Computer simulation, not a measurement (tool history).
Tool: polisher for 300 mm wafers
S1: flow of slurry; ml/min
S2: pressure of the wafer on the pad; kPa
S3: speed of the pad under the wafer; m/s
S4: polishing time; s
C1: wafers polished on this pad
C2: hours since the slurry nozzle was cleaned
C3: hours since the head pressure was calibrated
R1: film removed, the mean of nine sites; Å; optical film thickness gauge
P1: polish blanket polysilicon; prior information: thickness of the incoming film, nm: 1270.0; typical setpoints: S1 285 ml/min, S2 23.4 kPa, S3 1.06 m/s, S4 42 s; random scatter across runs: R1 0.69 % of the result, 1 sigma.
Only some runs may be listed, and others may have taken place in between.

| run | hour | S1 | S2 | S3 | S4 | C1 | C2 | C3 | R1 |
|---|---|---|---|---|---|---|---|---|---|
| 1 | 7.7 | 285 | 23.4 | 1.06 | 42 | 606 | 84.0 | 522.5 | 3938.3 |
| 2 | 15.9 | 170 | 23.4 | 1.06 | 19 | 692 | 92.2 | 530.7 | 1658.7 |
| 3 | 26.9 | 285 | 23.4 | 1.06 | 42 | 809 | 103.2 | 541.7 | 3924.7 |
| 4 | 34.4 | 285 | 11.0 | 1.06 | 42 | 889 | 110.7 | 549.2 | 1840.7 |
| 5 | 42.8 | 285 | 23.4 | 1.06 | 42 | 978 | 119.1 | 557.6 | 3921.1 |
| 6 | 54.4 | 285 | 23.4 | 1.06 | 22 | 1101 | 130.7 | 569.2 | 2058.3 |
| 7 | 64.2 | 285 | 34.5 | 1.06 | 42 | 1204 | 140.5 | 579.0 | 5794.9 |
| 8 | 75.0 | 175 | 36.5 | 1.06 | 42 | 1319 | 151.3 | 589.8 | 5742.0 |
| 9 | 82.6 | 285 | 23.4 | 1.06 | 42 | 1400 | 158.9 | 597.4 | 3935.7 |
| 10 | 92.0 | 170 | 23.4 | 1.06 | 42 | 1499 | 168.3 | 606.8 | 3710.7 |
| 11 | 99.4 | 285 | 23.4 | 1.06 | 42 | 1578 | 175.7 | 614.2 | 3915.2 |
| 12 | 109.0 | 285 | 23.4 | 0.62 | 42 | 1679 | 185.3 | 623.8 | 2291.4 |
| 13 | 114.4 | 285 | 23.4 | 1.06 | 66 | 1737 | 190.7 | 629.2 | 6137.6 |
| 14 | 126.3 | 285 | 23.4 | 1.06 | 42 | 1863 | 202.6 | 641.1 | 3914.0 |
| 15 | 137.9 | 285 | 23.4 | 1.46 | 42 | 1986 | 214.2 | 652.7 | 5363.9 |
| 16 | 149.3 | 375 | 23.4 | 1.06 | 42 | 2107 | 225.6 | 664.1 | 4018.4 |
| 17 | 154.6 | 435 | 34.5 | 1.06 | 42 | 2163 | 230.9 | 669.4 | 5997.5 |

Run 18 has not been measured yet. What should we expect?
| 18 | 164.4 | 285 | 23.4 | 1.06 | 42 | 2267 | 240.7 | 679.2 | ? |

{"run 18": {"R1": 3935.2}}

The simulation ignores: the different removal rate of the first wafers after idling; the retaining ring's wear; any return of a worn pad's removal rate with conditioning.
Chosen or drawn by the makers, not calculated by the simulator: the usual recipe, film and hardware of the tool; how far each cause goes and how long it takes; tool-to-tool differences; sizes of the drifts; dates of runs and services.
